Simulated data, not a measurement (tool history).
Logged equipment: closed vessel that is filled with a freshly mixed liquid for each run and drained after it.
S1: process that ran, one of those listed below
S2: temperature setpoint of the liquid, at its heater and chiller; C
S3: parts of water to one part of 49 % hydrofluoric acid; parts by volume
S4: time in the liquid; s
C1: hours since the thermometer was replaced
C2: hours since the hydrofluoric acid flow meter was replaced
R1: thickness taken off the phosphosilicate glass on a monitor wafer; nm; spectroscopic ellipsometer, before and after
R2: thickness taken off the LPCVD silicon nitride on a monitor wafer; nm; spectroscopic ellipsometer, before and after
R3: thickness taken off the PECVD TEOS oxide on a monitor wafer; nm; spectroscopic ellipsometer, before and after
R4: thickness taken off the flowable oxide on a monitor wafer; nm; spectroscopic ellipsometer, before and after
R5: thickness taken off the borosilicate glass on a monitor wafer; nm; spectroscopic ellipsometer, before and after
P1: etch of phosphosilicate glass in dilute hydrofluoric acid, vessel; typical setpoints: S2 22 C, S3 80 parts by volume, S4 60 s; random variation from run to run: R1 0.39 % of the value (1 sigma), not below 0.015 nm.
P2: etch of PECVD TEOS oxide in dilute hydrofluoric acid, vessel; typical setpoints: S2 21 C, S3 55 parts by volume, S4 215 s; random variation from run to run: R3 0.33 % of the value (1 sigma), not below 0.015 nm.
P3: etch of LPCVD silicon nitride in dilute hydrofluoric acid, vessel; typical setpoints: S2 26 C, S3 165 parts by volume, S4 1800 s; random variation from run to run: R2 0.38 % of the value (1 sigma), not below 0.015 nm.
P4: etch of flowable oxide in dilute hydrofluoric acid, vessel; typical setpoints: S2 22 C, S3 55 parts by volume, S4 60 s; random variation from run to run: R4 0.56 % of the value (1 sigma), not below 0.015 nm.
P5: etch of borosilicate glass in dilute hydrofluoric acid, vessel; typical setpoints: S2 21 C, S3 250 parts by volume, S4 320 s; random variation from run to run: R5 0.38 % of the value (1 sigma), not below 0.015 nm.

run	hour	S1	S2	S3	S4	C1	C2	R1	R2	R3	R4	R5
1	9.9	P1	22	80	60	417.7	232.7	58.922				
2	18.2	P1	17	80	60	426	241	47.682				
3	25.4	P3	32	165	1800	433.2	248.2		9.0279			
4	34.8	P2	17	55	215	442.6	257.6			32.915		
5	46.9	P2	21	100	215	454.7	269.7			20.306		
6	56.4	P2	21	55	215	464.2	279.2			38.994		
7	63.1	P1	22	80	60	470.9	285.9	58.934				
8	70.2	P1	22	80	30	478	293	29.563				
9	82.5	P4	22	25	60	490.3	305.3				116.64	
10	91.2	P1	22	145	30	499	314	15.05				
11	98.5	P3	26	165	1800	506.3	321.3		6.2198			
12	107	P4	22	55	60	514.8	329.8				50.988	
13	113.7	P1	22	80	60	521.5	336.5	58.958				
14	123.9	P5	21	65	320	531.7	346.7					104.49
15	135.2	P2	21	55	80	543	358			14.533		
16	143.9	P1	28.5	80	60	551.7	366.7	76.253				
17	157.7	P1	22	80	60	565.5	380.5	58.66				
18	165.2	P5	21	250	320	573	388					22.477
19	171.8	P4	17	55	60	579.6	394.6				41.22	
20	182.5	P1	22	80	105	590.3	405.3	102.78				
21	189.1	P3	26	165	3285	596.9	411.9		11.402			
# hour 190.3: hydrofluoric acid flow meter replaced
22	199	P4	22	55	105	606.8	8.7				89.706	
23	212.1	P5	21	250	560	619.9	21.8					39.208
24	221.5	P3	26	285	1800	629.3	31.2		3.6349			
25	228.6	P1	22	80	60	636.4	38.3	58.544				
26	240.1	P1	22	30	60	647.9	49.8	167.38				
27	252	P4	22	55	60	659.8	61.7				50.989	
28	260.9	P5	17	250	320	668.7	70.6					19.25
29	271.7	P1	22	115	60	679.5	81.4	39.199				
30	282.5	P1	22	80	60	690.3	92.2	58.651				
31	290.3	P1	22	80	60	698.1	100	56.97				
32	298.3	P1	22	80	60	706.1	108	55.658				
33	309.3	P1	22	80	60	717.1	119	55.315				
34	317.2	P1	22	80	60	725	126.9	54.547				
35	328.4	P1	22	80	60	736.2	138.1	54.702				
36	337.2	P1	22	80	60	745	146.9	54.923				
37	343.9	P1	22	80	60	751.7	153.6	54.769				

P1 no longer gives what it gave before; its output has crept away from where it was. The following 2 causes, each at its listed size, fit the log equally well:
A: hydrofluoric acid flow below the setpoint (%) = 6.61
B: liquid colder than its thermometer reads (K) = 1.83
The onset of the drift is placed at about hour 282.5.

4 check runs are offered, one wafer each, their results left as question marks. Which one tells the causes apart?
check 1	350.6	P2	17	55	215					?		
check 2	350.6	P5	17	150	320							?
check 3	350.6	P4	22	30	100						?	
check 4	350.6	P3	26	165	3075				?			

Check results expected under each cause:
check	result	if A	if B
check 1	R3	30.655	30.433
check 2	R5	32.535	32.631
check 3	R4	150.06	148.97
check 4	R2	9.944	9.4788
Minimum pairwise separation of causes per check, each pair taken at its best-separating result: check 1 0.73 %; check 2 0.29 %; check 3 0.73 %; check 4 4.79 %
The causes can be told apart only by check 4. The other checks would give nearly the same results under each of them.

After running check 4, the following was obtained: R2 9.4929 nm. Which cause does this point to?

B is the cause: liquid colder than its thermometer reads (K).
